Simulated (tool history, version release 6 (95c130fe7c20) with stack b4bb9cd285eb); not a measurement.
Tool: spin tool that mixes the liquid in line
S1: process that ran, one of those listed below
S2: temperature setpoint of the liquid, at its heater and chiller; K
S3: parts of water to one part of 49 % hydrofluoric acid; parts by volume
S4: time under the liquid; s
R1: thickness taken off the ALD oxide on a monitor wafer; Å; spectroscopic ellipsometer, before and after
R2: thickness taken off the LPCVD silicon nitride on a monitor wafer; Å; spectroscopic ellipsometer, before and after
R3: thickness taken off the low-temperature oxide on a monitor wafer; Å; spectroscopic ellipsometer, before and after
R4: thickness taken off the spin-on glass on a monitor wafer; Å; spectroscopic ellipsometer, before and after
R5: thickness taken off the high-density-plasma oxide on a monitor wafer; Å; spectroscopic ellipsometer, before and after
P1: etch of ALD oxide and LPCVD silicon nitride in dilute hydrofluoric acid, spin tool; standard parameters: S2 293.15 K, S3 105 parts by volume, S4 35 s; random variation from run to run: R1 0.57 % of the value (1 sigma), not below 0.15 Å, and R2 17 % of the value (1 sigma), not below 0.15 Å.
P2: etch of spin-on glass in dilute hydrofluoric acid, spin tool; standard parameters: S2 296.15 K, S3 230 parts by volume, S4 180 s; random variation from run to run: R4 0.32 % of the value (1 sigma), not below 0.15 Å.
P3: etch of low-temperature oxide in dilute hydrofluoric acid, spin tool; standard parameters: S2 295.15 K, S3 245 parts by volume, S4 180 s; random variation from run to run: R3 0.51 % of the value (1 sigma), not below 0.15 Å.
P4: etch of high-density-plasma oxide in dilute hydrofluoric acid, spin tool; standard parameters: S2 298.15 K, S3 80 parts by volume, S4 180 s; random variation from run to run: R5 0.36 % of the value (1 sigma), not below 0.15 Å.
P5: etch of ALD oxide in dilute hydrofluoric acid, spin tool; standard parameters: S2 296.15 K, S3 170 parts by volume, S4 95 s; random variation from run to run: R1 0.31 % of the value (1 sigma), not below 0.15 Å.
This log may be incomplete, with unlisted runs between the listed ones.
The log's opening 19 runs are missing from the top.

| run | day | S1 | S2 | S3 | S4 | R1 | R2 | R3 | R4 | R5 |
|---|---|---|---|---|---|---|---|---|---|---|
| 20 | 7.846 | P2 | 296.15 | 230 | 15 |  |  |  | 16.976 |  |
| 21 | 8.096 | P1 | 293.15 | 105 | 35 | 46.615 | 1.3323 |  |  |  |
| 22 | 8.367 | P5 | 296.15 | 170 | 95 | 89.467 |  |  |  |  |
| 23 | 8.708 | P2 | 303.15 | 230 | 180 |  |  |  | 256.07 |  |
| 24 | 9.017 | P4 | 298.15 | 80 | 180 |  |  |  |  | 212.82 |
| 25 | 9.517 | P5 | 296.15 | 35 | 95 | 510.76 |  |  |  |  |
| 26 | 9.812 | P3 | 295.15 | 245 | 180 |  |  | 80.937 |  |  |
| 27 | 10.133 | P4 | 298.15 | 80 | 295 |  |  |  |  | 350.62 |
| 28 | 10.388 | P5 | 296.15 | 170 | 140 | 132.29 |  |  |  |  |
| 29 | 10.933 | P1 | 293.15 | 105 | 35 | 45.473 | 1.6465 |  |  |  |

Forecast run 30:
| 30 | 11.383 | P1 | 293.15 | 105 | 35 | ? | ? |  |  |  |

{"run 30": {"R1": 47.552, "R2": 1.1798}}

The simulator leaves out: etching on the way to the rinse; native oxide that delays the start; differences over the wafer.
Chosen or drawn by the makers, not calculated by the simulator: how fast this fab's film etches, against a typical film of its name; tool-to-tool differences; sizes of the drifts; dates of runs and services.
